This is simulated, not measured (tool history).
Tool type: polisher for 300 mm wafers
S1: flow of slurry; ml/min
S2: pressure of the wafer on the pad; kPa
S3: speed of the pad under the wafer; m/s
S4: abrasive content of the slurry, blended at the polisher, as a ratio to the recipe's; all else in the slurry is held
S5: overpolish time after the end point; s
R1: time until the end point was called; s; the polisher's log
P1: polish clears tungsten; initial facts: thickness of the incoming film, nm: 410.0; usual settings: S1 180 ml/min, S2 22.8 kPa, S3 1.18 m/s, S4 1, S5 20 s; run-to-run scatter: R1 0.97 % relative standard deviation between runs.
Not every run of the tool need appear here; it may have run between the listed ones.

run,hour,S1,S2,S3,S4,S5,R1
1,9.4,180,22.8,1.18,1,20,74.604
# hour 19.6: slurry blender recalibrated
2,19.7,110,22.8,1.18,1,20,80.67
3,31.9,180,22.8,1.18,1,6,74.314
4,40.4,180,11.7,1.18,1,20,146.14
5,47.3,180,22.8,1.18,1,39,76.116
6,54.7,180,22.8,1.18,1,20,74.572
# hour 56.3: head pressure recalibrated
7,68.7,180,22.8,1.18,0.6,20,85.566
8,76.9,180,33.8,1.18,1,20,51.786
9,84.5,180,22.8,1.18,1,20,75.96
10,98.1,180,22.8,1.18,1,20,75.628
11,106.5,180,22.8,1.18,1.45,20,68.698
12,117.8,180,22.8,1.18,1,20,74.194
13,132,230,22.8,1.18,1,20,71.285
14,146.2,180,15.2,1.18,1,36,111.95
15,155.5,180,22.8,1.64,1,20,53.563
16,167.8,180,22.8,0.54,1,20,167.38
17,181.2,180,22.8,1.18,1,20,75.223
18,187.6,180,22.8,1.18,1,20,77.812
19,194.8,180,22.8,1.18,1,20,78.324
# hour 201.8: head pressure recalibrated
# hour 204.6: slurry blender recalibrated
20,208.8,180,22.8,1.18,1,20,80.74
21,221,180,22.8,1.18,1,20,81.541
# hour 221.8: slurry tank refilled with fresh slurry and peroxide
22,227.6,180,22.8,1.18,1,20,80.11
23,239,180,22.8,1.18,1,20,81.753

Something has made what P1 gives creep away from where it was; the 2 causes below, each at its own stated size, fit the log equally well:
A: slurry flow missing at the pad, % = 36.5
B: removal rate lost through wear of the pad, % = 7.87
Creep in the process output first set in at about hour 181.2.
Excluded causes, each with its reason:
head's pressure below its setpoint, %: serviced at hour 201.8, which brought nothing back
abrasive missing from the slurry, %: serviced at hour 204.6, which brought nothing back
peroxide lost from the slurry, %: serviced at hour 221.8, which brought nothing back

Of the 4 check runs below, each run on 3 wafers with the results averaged and each result still a question mark, which one would tell the listed causes apart?
check 1,250.4,180,22.8,0.56,1,11,?
check 2,250.4,180,22.8,0.54,1,36,?
check 3,250.4,110,22.8,1.18,1,6,?
check 4,250.4,180,22.8,1.18,1.45,6,?

Check results expected under each cause:
check,result,if A,if B
check 1,R1,171.78,171.78
check 2,R1,178.14,178.14
check 3,R1,93.393,89.252
check 4,R1,74.549,74.547
Per check, the gap between the least separated pair of causes, taken in the result that splits them most: check 1 0 %; check 2 0 %; check 3 4.53 %; check 4 0 %
The other checks would show nearly matching results whichever cause is true, so check 3 is the only one that separates the causes.

Running check 3 produced the following: R1 89.106 s. Which one of the listed causes fits?

The correct cause is B, namely: removal rate lost through wear of the pad, %.
